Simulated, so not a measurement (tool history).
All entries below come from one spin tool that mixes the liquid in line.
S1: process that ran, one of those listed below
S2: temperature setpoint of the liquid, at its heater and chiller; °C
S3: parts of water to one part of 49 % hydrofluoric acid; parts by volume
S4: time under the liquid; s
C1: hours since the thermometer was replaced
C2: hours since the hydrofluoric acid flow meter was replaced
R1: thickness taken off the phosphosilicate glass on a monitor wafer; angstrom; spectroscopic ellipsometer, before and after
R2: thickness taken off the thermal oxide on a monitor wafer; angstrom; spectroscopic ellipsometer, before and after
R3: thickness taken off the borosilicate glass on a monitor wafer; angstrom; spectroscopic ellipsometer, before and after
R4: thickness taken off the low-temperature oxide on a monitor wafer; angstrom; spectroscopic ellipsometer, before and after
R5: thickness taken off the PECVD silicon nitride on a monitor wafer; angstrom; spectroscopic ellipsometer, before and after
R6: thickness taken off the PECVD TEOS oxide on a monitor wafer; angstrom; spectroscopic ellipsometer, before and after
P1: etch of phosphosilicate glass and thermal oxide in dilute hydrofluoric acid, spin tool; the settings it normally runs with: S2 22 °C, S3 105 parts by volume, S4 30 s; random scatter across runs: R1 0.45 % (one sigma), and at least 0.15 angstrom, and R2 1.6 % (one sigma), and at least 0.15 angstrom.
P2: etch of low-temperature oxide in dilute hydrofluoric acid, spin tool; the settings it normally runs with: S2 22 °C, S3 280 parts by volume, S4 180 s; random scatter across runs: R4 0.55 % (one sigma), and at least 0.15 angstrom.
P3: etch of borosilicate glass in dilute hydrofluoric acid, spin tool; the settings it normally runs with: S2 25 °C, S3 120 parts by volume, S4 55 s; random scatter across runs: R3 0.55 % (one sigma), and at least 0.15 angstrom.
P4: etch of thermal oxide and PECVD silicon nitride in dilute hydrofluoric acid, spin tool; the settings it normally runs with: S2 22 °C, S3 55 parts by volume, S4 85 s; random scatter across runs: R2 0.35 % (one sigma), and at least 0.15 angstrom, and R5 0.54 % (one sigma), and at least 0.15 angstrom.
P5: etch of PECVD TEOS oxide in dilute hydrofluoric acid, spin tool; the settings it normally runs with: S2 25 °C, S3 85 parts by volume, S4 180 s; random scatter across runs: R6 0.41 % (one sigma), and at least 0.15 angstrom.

Run 1, day 0.317: S1 P1, S2 22 °C, S3 105 parts by volume, S4 30 s; C1 300.5; C2 265.3. Result: R1 525.68 angstrom, R2 12.847 angstrom.
Run 2, day 0.688: S1 P3, S2 18.5 °C, S3 120 parts by volume, S4 55 s; C1 309.4; C2 274.2. Result: R3 150.79 angstrom.
Run 3, day 1.083: S1 P2, S2 22 °C, S3 70 parts by volume, S4 180 s; C1 318.9; C2 283.7. Result: R4 334.61 angstrom.
Run 4, day 1.338: S1 P1, S2 22 °C, S3 105 parts by volume, S4 30 s; C1 325; C2 289.8. Result: R1 520.02 angstrom, R2 12.823 angstrom.
Run 5, day 1.596: S1 P1, S2 22 °C, S3 105 parts by volume, S4 15 s; C1 331.2; C2 296. Result: R1 262.88 angstrom, R2 6.4541 angstrom.
Run 6, day 1.996: S1 P4, S2 22 °C, S3 25 parts by volume, S4 85 s; C1 340.8; C2 305.6. Result: R2 169.52 angstrom, R5 165.37 angstrom.
Run 7, day 2.221: S1 P3, S2 25 °C, S3 120 parts by volume, S4 95 s; C1 346.2; C2 311. Result: R3 339.16 angstrom.
Run 8, day 2.546: S1 P5, S2 28.5 °C, S3 85 parts by volume, S4 180 s; C1 354; C2 318.8. Result: R6 505.01 angstrom.
Run 9, day 2.946: S1 P3, S2 25 °C, S3 195 parts by volume, S4 55 s; C1 363.6; C2 328.4. Result: R3 111.12 angstrom.
Run 10, day 3.183: S1 P5, S2 25 °C, S3 85 parts by volume, S4 360 s; C1 369.3; C2 334.1. Result: R6 883.66 angstrom.
Run 11, day 3.396: S1 P3, S2 25 °C, S3 120 parts by volume, S4 55 s; C1 374.4; C2 339.2. Result: R3 194.75 angstrom.
Run 12, day 3.6: S1 P4, S2 22 °C, S3 55 parts by volume, S4 85 s; C1 379.3; C2 344.1. Result: R2 74.464 angstrom, R5 77.472 angstrom.
Run 13, day 3.862: S1 P3, S2 25 °C, S3 120 parts by volume, S4 55 s; C1 385.6; C2 350.4. Result: R3 197.27 angstrom.
Run 14, day 4.125: S1 P5, S2 25 °C, S3 120 parts by volume, S4 180 s; C1 391.9; C2 356.7. Result: R6 299.45 angstrom.
Run 15, day 4.458: S1 P1, S2 22 °C, S3 25 parts by volume, S4 30 s; C1 399.9; C2 364.7. Result: R1 2400.9 angstrom, R2 59.278 angstrom.
Run 16, day 4.888: S1 P1, S2 22 °C, S3 180 parts by volume, S4 30 s; C1 410.2; C2 375. Result: R1 279.69 angstrom, R2 7.1039 angstrom.
Run 17, day 5.317: S1 P1, S2 22 °C, S3 105 parts by volume, S4 60 s; C1 420.5; C2 385.3. Result: R1 1041.6 angstrom, R2 26.246 angstrom.
Run 18, day 5.567: S1 P1, S2 27 °C, S3 105 parts by volume, S4 30 s; C1 426.5; C2 391.3. Result: R1 634.72 angstrom, R2 15.627 angstrom.
Run 19, day 5.867: S1 P1, S2 17 °C, S3 105 parts by volume, S4 30 s; C1 433.7; C2 398.5. Result: R1 429.03 angstrom, R2 10.477 angstrom.
Run 20, day 6.183: S1 P2, S2 17 °C, S3 280 parts by volume, S4 180 s; C1 441.3; C2 406.1. Result: R4 55.094 angstrom.
Run 21, day 6.6: S1 P1, S2 22 °C, S3 105 parts by volume, S4 30 s; C1 451.3; C2 416.1. Result: R1 522.36 angstrom, R2 12.87 angstrom.
Run 22, day 6.846: S1 P2, S2 22 °C, S3 280 parts by volume, S4 180 s; C1 457.2; C2 422. Result: R4 66.34 angstrom.
Run 23, day 7.238: S1 P4, S2 17 °C, S3 55 parts by volume, S4 85 s; C1 466.6; C2 431.4. Result: R2 59.778 angstrom, R5 54.484 angstrom.
Run 24, day 7.588: S1 P5, S2 25 °C, S3 85 parts by volume, S4 180 s; C1 475; C2 439.8. Result: R6 441.12 angstrom.
Run 25, day 7.888: S1 P5, S2 25 °C, S3 85 parts by volume, S4 180 s; C1 482.2; C2 447. Result: R6 443.59 angstrom.
Run 26, day 8.242: S1 P4, S2 22 °C, S3 55 parts by volume, S4 15 s; C1 490.7; C2 455.5. Result: R2 13.073 angstrom, R5 13.602 angstrom.
Run 27, day 8.471: S1 P1, S2 22 °C, S3 65 parts by volume, S4 45 s; C1 496.2; C2 461. Result: R1 1330.4 angstrom, R2 31.335 angstrom.
Run 28, day 8.771: S1 P1, S2 22 °C, S3 105 parts by volume, S4 30 s; C1 503.4; C2 468.2. Result: R1 524.78 angstrom, R2 12.81 angstrom.
Run 29, day 9.1: S1 P2, S2 22 °C, S3 280 parts by volume, S4 310 s; C1 511.3; C2 476.1. Result: R4 115.46 angstrom.
Run 30, day 9.533: S1 P1, S2 22 °C, S3 105 parts by volume, S4 30 s; C1 521.7; C2 486.5. Result: R1 527.24 angstrom, R2 12.998 angstrom.
Run 31, day 9.867: S1 P1, S2 22 °C, S3 105 parts by volume, S4 30 s; C1 529.7; C2 494.5. Result: R1 534.2 angstrom, R2 13.153 angstrom.
Run 32, day 10.254: S1 P1, S2 22 °C, S3 105 parts by volume, S4 30 s; C1 539; C2 503.8. Result: R1 542.47 angstrom, R2 13.453 angstrom.
Run 33, day 10.458: S1 P1, S2 22 °C, S3 105 parts by volume, S4 30 s; C1 543.9; C2 508.7. Result: R1 549.89 angstrom, R2 13.557 angstrom.
Run 34, day 10.662: S1 P1, S2 22 °C, S3 105 parts by volume, S4 30 s; C1 548.8; C2 513.6. Result: R1 545.72 angstrom, R2 13.643 angstrom.
Run 35, day 10.917: S1 P1, S2 22 °C, S3 105 parts by volume, S4 30 s; C1 554.9; C2 519.7. Result: R1 547.49 angstrom, R2 13.643 angstrom.
Run 36, day 11.217: S1 P1, S2 22 °C, S3 105 parts by volume, S4 30 s; C1 562.1; C2 526.9. Result: R1 551.4 angstrom, R2 13.681 angstrom.
Run 37, day 11.588: S1 P1, S2 22 °C, S3 105 parts by volume, S4 30 s; C1 571; C2 535.8. Result: R1 553.59 angstrom, R2 13.549 angstrom.
Run 38, day 11.933: S1 P1, S2 22 °C, S3 105 parts by volume, S4 30 s; C1 579.3; C2 544.1. Result: R1 553.38 angstrom, R2 13.686 angstrom.
Run 39, day 12.35: S1 P1, S2 22 °C, S3 105 parts by volume, S4 30 s; C1 589.3; C2 554.1. Result: R1 553.15 angstrom, R2 13.405 angstrom.

P1 has crept away from where it was. The log is fitted equally well by each of these 2 causes, at the sizes shown:
A: hydrofluoric acid flow above the setpoint (%) = 5.5
B: liquid hotter than its thermometer reads (K) = 1.51
The onset of the drift is placed at about day 9.533.

Consider the 4 check runs below, whose results appear as question marks and each of which averages 5 wafers. Which one distinguishes the causes, in that each cause would give it a clearly different result?
Run check 1, day 12.767: S1 P5, S2 25 °C, S3 85 parts by volume, S4 345 s. Result: R6 ?.
Run check 2, day 12.767: S1 P3, S2 21 °C, S3 190 parts by volume, S4 55 s. Result: R3 ?.
Run check 3, day 12.767: S1 P2, S2 22 °C, S3 95 parts by volume, S4 245 s. Result: R4 ?.
Run check 4, day 12.767: S1 P4, S2 17 °C, S3 55 parts by volume, S4 15 s. Result: R2 ?, R5 ?.

What each check would give under each cause:
  check  result    if A    if B
check 1      R6   898.9  899.19
check 2      R3  104.56  103.92
check 3      R4  345.38  345.84
check 4      R2  11.206  11.299
check 4      R5  10.079  10.644
Minimum pairwise separation of causes per check, each pair taken at its best-separating result: check 1 0.03 %; check 2 0.61 %; check 3 0.13 %; check 4 5.46 %
Only check 4 tells the causes apart: in the others they would give nearly the same result.

Then check 4 was run and gave: R2 11.12 angstrom; R5 10.146 angstrom. Which cause is it?

Of the candidate causes, it is A: hydrofluoric acid flow above the setpoint (%).

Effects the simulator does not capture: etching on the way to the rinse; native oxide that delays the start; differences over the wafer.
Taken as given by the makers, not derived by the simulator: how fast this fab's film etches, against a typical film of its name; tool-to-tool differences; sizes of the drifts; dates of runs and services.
